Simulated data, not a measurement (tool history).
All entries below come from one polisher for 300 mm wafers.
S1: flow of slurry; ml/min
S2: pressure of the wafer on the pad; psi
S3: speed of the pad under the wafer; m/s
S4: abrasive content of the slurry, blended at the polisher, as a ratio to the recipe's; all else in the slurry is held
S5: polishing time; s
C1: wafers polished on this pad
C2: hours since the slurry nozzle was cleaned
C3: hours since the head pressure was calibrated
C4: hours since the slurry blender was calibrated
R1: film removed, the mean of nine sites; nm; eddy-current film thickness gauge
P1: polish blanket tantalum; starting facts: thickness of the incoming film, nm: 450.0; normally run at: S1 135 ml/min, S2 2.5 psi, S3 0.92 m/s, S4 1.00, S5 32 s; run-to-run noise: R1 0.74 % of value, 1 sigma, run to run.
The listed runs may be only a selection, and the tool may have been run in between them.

{"run": 1, "hour": 8.0, "S1": 135, "S2": 2.5, "S3": 0.92, "S4": 1.0, "S5": 32, "C1": 824, "C2": 447.3, "C3": 929.5, "C4": 338.2, "R1": 68.435}
{"run": 2, "hour": 14.4, "S1": 135, "S2": 2.5, "S3": 0.92, "S4": 1.0, "S5": 32, "C1": 893, "C2": 453.7, "C3": 935.9, "C4": 344.6, "R1": 67.962}
{"run": 3, "hour": 22.1, "S1": 135, "S2": 2.5, "S3": 0.44, "S4": 1.0, "S5": 32, "C1": 976, "C2": 461.4, "C3": 943.6, "C4": 352.3, "R1": 32.456}
{"run": 4, "hour": 27.8, "S1": 135, "S2": 2.5, "S3": 1.46, "S4": 1.0, "S5": 32, "C1": 1037, "C2": 467.1, "C3": 949.3, "C4": 358.0, "R1": 108.49}
{"run": 5, "hour": 35.0, "S1": 195, "S2": 2.5, "S3": 0.92, "S4": 1.3, "S5": 32, "C1": 1115, "C2": 474.3, "C3": 956.5, "C4": 365.2, "R1": 77.423}
{"run": 6, "hour": 45.1, "S1": 200, "S2": 2.5, "S3": 0.92, "S4": 1.0, "S5": 32, "C1": 1224, "C2": 484.4, "C3": 966.6, "C4": 375.3, "R1": 72.09}
{"run": 7, "hour": 54.4, "S1": 135, "S2": 3.8, "S3": 1.3, "S4": 1.0, "S5": 32, "C1": 1325, "C2": 493.7, "C3": 975.9, "C4": 384.6, "R1": 147.07}
{"run": 8, "hour": 65.7, "S1": 135, "S2": 2.5, "S3": 0.92, "S4": 1.0, "S5": 32, "C1": 1447, "C2": 505.0, "C3": 987.2, "C4": 395.9, "R1": 67.544}
{"run": 9, "hour": 78.4, "S1": 135, "S2": 2.5, "S3": 0.92, "S4": 1.0, "S5": 17, "C1": 1584, "C2": 517.7, "C3": 999.9, "C4": 408.6, "R1": 36.004}
{"run": 10, "hour": 85.3, "S1": 135, "S2": 2.5, "S3": 0.92, "S4": 1.0, "S5": 32, "C1": 1659, "C2": 524.6, "C3": 1006.8, "C4": 415.5, "R1": 68.822}
{"hour": 90.4, "done": "slurry blender recalibrated"}
{"run": 11, "hour": 95.7, "S1": 135, "S2": 2.5, "S3": 0.92, "S4": 1.0, "S5": 50, "C1": 1771, "C2": 535.0, "C3": 1017.2, "C4": 5.4, "R1": 104.49}
{"run": 12, "hour": 104.5, "S1": 135, "S2": 3.7, "S3": 0.92, "S4": 1.0, "S5": 32, "C1": 1866, "C2": 543.8, "C3": 1026.0, "C4": 14.2, "R1": 100.89}
{"run": 13, "hour": 113.8, "S1": 135, "S2": 1.1, "S3": 0.92, "S4": 1.0, "S5": 32, "C1": 1967, "C2": 553.1, "C3": 1035.3, "C4": 23.5, "R1": 29.603}

The next listed run, before its measurement:
{"run": 14, "hour": 125.8, "S1": 135, "S2": 2.5, "S3": 0.92, "S4": 1.45, "S5": 32, "C1": 2096, "C2": 565.1, "C3": 1047.3, "C4": 35.5, "R1": "?"}

R1: 74.438 nm
